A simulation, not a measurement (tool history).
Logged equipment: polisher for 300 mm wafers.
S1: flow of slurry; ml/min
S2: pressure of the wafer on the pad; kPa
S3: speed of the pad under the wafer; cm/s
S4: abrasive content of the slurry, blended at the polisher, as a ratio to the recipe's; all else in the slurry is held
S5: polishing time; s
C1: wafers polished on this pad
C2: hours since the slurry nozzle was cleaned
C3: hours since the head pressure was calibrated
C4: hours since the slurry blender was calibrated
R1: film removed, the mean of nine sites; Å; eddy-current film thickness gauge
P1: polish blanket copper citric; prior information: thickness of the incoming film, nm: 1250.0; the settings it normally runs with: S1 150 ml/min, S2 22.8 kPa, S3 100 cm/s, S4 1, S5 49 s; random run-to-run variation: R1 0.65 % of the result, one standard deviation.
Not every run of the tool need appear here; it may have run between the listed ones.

run	day	S1	S2	S3	S4	S5	C1	C2	C3	C4	R1
1	0.621	150	22.8	100	1	49	328	158.5	725	125.8	966.93
2	0.967	150	22.8	100	1	22	388	166.8	733.3	134.1	433.29
3	1.242	150	22.8	44	1	49	435	173.4	739.9	140.7	439.35
4	1.567	150	35.9	100	1	49	490	181.2	747.7	148.5	1525.1
5	1.846	150	22.8	100	1	49	538	187.9	754.4	155.2	958.39
6	2.362	90	22.8	100	1	49	627	200.3	766.8	167.6	874.2
7	2.892	150	22.8	100	1	49	718	213	779.5	180.3	969.58
# day 3.25: head pressure recalibrated
8	3.258	150	22.8	100	1	75	781	221.8	0.3	189.1	1478.6
9	3.654	150	22.8	100	1	49	849	231.3	9.8	198.6	958.5
10	4.079	150	22.8	100	1	49	922	241.5	20	208.8	970.4
11	4.588	150	22.8	154	1	49	1009	253.7	32.2	221	1481.8
12	5.025	150	22.8	100	1.45	49	1084	264.2	42.7	231.5	1058.8
13	5.6	150	14.5	100	1	49	1183	278	56.5	245.3	623.09
14	6.096	150	16.5	52	1	49	1268	289.9	68.4	257.2	382.67
15	6.433	150	22.8	100	0.7	49	1326	298	76.5	265.3	907.15
16	7.004	115	33.8	100	1	49	1424	311.7	90.2	279	1365
17	7.379	210	22.8	100	1	49	1488	320.7	99.2	288	1018.2
18	7.858	150	22.8	100	1	49	1570	332.2	110.7	299.5	964.29
19	8.362	150	22.8	100	1	49	1657	344.3	122.8	311.6	971.45
20	8.846	150	22.8	100	1	49	1740	355.9	134.4	323.2	947.42
21	9.388	150	22.8	100	1	49	1833	368.9	147.4	336.2	934.22
22	9.933	150	22.8	100	1	49	1926	382	160.5	349.3	921.66
# day 10.071: head pressure recalibrated
23	10.512	150	22.8	100	1	49	2026	395.9	10.7	363.2	915.28
24	10.933	150	22.8	100	1	49	2098	406	20.8	373.3	918.99
# day 11.058: worn pad replaced by a new one
25	11.529	150	22.8	100	1	49	81	420.3	35.1	387.6	913.22
26	12.117	150	22.8	100	1	49	182	434.4	49.2	401.7	915.27
27	12.675	150	22.8	100	1	49	278	447.8	62.6	415.1	906.21

Something has made what P1 gives creep away from where it was; the 2 causes below, each at its own stated size, fit the log equally well:
A: abrasive missing from the slurry, % = 28
B: slurry flow missing at the pad, % = 28.8
The onset of the drift is placed at about day 8.362.
Excluded causes, each with its reason:
removal rate lost through wear of the pad, %: was serviced at day 11.058, once the creep was under way, yet the earlier output never came back
head's pressure below its setpoint, %: was serviced at day 10.071, once the creep was under way, yet the earlier output never came back

Consider the 4 check runs below, whose results appear as question marks and each of which averages 2 wafers. Which one distinguishes the causes, in that each cause would give it a clearly different result?
check 1	13.233	150	22.8	50	1.4	49					?
check 2	13.233	150	22.8	148	1	61					?
check 3	13.233	90	22.8	72	1	49					?
check 4	13.233	150	35.2	100	1	49					?

Predicted outcomes, by check and by cause:
check	result	if A	if B
check 1	R1	496.62	498.06
check 2	R1	1656.6	1656.8
check 3	R1	587.65	565.3
check 4	R1	1388.7	1388.8
How far apart the two closest causes lie, in the result that separates them most: check 1 0.29 %; check 2 0.01 %; check 3 3.88 %; check 4 0.01 %
The other checks would show nearly matching results whichever cause is true, so check 3 is the only one that separates the causes.

Check 3 was then run and gave: R1 586.74 Å. Which cause is it?

The cause is A: abrasive missing from the slurry, %.
